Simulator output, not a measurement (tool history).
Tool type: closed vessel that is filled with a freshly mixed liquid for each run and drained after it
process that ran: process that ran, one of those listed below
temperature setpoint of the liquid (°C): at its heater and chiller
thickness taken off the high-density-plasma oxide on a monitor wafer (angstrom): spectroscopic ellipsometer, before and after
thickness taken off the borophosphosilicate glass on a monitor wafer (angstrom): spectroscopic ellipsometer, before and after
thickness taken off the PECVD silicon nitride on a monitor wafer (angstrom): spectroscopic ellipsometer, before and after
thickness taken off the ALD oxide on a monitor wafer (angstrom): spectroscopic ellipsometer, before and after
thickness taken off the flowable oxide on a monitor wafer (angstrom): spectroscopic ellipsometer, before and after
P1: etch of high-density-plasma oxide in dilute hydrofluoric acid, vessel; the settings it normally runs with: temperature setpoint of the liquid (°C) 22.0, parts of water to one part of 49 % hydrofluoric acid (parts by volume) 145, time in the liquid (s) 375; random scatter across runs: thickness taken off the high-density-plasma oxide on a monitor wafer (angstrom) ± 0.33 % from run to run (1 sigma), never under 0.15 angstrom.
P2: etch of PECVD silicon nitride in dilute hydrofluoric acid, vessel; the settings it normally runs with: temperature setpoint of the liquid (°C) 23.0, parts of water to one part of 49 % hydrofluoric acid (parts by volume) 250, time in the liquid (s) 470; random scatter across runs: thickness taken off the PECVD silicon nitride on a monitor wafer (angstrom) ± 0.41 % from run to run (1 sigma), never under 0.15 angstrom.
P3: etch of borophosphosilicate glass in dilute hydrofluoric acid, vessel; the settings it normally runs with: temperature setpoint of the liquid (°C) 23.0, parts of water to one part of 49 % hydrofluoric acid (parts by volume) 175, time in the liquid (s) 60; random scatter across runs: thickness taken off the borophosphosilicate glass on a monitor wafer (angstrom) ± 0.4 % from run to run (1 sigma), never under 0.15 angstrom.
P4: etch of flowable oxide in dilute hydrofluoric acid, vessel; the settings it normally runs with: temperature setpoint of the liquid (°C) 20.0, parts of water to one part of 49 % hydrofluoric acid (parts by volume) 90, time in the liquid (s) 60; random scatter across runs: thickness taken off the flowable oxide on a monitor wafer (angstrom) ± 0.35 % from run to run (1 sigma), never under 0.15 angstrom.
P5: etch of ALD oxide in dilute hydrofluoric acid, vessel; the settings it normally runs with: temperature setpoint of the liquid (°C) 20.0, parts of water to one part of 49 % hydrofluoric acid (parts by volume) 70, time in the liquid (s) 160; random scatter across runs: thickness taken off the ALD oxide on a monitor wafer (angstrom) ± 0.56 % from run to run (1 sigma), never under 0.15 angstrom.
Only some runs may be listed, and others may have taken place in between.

run   hour  process that ran  temperature setpoint of the liquid (°C)  parts of water to one part of 49 % hydrofluoric acid (parts by volume)  time in the liquid (s)  thickness taken off the high-density-plasma oxide on a monitor wafer (angstrom)  thickness taken off the borophosphosilicate glass on a monitor wafer (angstrom)  thickness taken off the PECVD silicon nitride on a monitor wafer (angstrom)  thickness taken off the ALD oxide on a monitor wafer (angstrom)  thickness taken off the flowable oxide on a monitor wafer (angstrom)
  1   11.6                P1                                     22.0                                                                     145                     375                                                                         112.7300
  2   27.9                P1                                     22.0                                                                     145                     375                                                                         112.9900
  3   36.5                P3                                     23.0                                                                     175                      30                                                                                                                                                            86.554
  4   50.6                P2                                     29.5                                                                     250                     470                                                                                                                                                                                                                                        119.770
  5   63.9                P1                                     22.0                                                                     145                     375                                                                         112.5600
  6   78.9                P5                                     20.0                                                                     100                     160                                                                                                                                                                                                                                                                                                          137.07
  7   92.2                P1                                     17.0                                                                     145                     375                                                                          92.4230
  8  100.2                P1                                     22.0                                                                     245                     375                                                                          59.7450
  9  113.0                P4                                     20.0                                                                      90                     100                                                                                                                                                                                                                                                                                                                                                                                430.59
 10  121.4                P4                                     20.0                                                                     145                      60                                                                                                                                                                                                                                                                                                                                                                                150.57
 11  139.0                P4                                     27.5                                                                      90                      60                                                                                                                                                                                                                                                                                                                                                                                346.02
 12  156.0                P1                                     22.0                                                                     145                      30                                                                           8.8437
 13  168.5                P1                                     22.0                                                                     145                     550                                                                         164.7300
 14  179.0                P1                                     26.5                                                                     145                     375                                                                         133.8100
 15  193.7                P5                                     20.0                                                                      70                     160                                                                                                                                                                                                                                                                                                          204.86
 16  207.7                P2                                     23.0                                                                     250                     915                                                                                                                                                                                                                                        156.110
 17  218.6                P3                                     23.0                                                                     285                      60                                                                                                                                                            95.032
 18  229.4                P2                                     23.0                                                                     250                     470                                                                                                                                                                                                                                         80.637
 19  239.2                P1                                     22.0                                                                      90                     190                                                                          97.9570
 20  250.1                P3                                     23.0                                                                     175                      60                                                                                                                                                           171.410
 21  259.1                P1                                     22.0                                                                      80                     375                                                                         219.8700
 22  274.7                P1                                     22.0                                                                     145                     375                                                                         111.8200
 23  286.1                P5                                     20.0                                                                      70                     160                                                                                                                                                                                                                                                                                                          201.77
 24  302.1                P1                                     25.5                                                                      50                     375                                                                         420.2800
 25  313.2                P5                                     27.0                                                                      70                     160                                                                                                                                                                                                                                                                                                          269.80
 26  321.9                P4                                     20.0                                                                      90                      60                                                                                                                                                                                                                                                                                                                                                                                257.72
 27  336.3                P5                                     20.0                                                                      70                     280                                                                                                                                                                                                                                                                                                          354.55
 28  344.3                P2                                     23.0                                                                     455                     470                                                                                                                                                                                                                                         44.547
 29  351.9                P3                                     17.0                                                                     175                      60                                                                                                                                                           136.140
 30  364.1                P1                                     22.0                                                                     145                     375                                                                         112.9400
 31  371.8                P1                                     22.0                                                                     145                     375                                                                         111.6000
 32  388.0                P1                                     22.0                                                                     145                     375                                                                         112.7300
 33  399.1                P1                                     22.0                                                                     145                     375                                                                         116.6700
 34  408.9                P1                                     22.0                                                                     145                     375                                                                         118.3200
 35  420.4                P1                                     22.0                                                                     145                     375                                                                         120.9400
 36  429.9                P1                                     22.0                                                                     145                     375                                                                         120.9600
 37  442.0                P1                                     22.0                                                                     145                     375                                                                         122.8300
 38  456.7                P1                                     22.0                                                                     145                     375                                                                         123.1400
 39  467.8                P1                                     22.0                                                                     145                     375                                                                         123.3100
 40  481.8                P1                                     22.0                                                                     145                     375                                                                         123.3500

P1 has crept away from where it was. The log is fitted equally well by each of these 2 causes, at the sizes shown:
A: hydrofluoric acid flow above the setpoint (%) = 8.29
B: liquid hotter than its thermometer reads (K) = 2.38
Creep in the process output first set in at about hour 388.0.

Of the 4 check runs listed below, each run on one wafer and each result written as a question mark, which would let you distinguish the listed causes because they would give clearly different results?
check 1  495.8                P2                                     29.0                                                                     250                     905                                                                                                                                                                                                                                              ?
check 2  495.8                P5                                     25.5                                                                      70                     265                                                                                                                                                                                                                                                                                                               ?
check 3  495.8                P3                                     17.0                                                                     175                      30                                                                                                                                                                 ?
check 4  495.8                P4                                     23.5                                                                     145                      60                                                                                                                                                                                                                                                                                                                                                                                     ?

Outcome of each check run for each possible cause:
  check                                                                           result     if A     if B
check 1      thickness taken off the PECVD silicon nitride on a monitor wafer (angstrom)  241.780  256.220
check 2                  thickness taken off the ALD oxide on a monitor wafer (angstrom)   458.15   461.56
check 3  thickness taken off the borophosphosilicate glass on a monitor wafer (angstrom)   74.621   74.821
check 4             thickness taken off the flowable oxide on a monitor wafer (angstrom)   189.61   189.29
Smallest distance between any two causes, each pair judged by its most separating result, in per cent: check 1 5.8 %; check 2 0.74 %; check 3 0.27 %; check 4 0.17 %
Check 1 distinguishes between the causes, while the remaining checks would return nearly the same result for all of them.

Running check 1 produced the following: thickness taken off the PECVD silicon nitride on a monitor wafer (angstrom) 257.040. Which one of the listed causes fits?

It is B: liquid hotter than its thermometer reads (K).

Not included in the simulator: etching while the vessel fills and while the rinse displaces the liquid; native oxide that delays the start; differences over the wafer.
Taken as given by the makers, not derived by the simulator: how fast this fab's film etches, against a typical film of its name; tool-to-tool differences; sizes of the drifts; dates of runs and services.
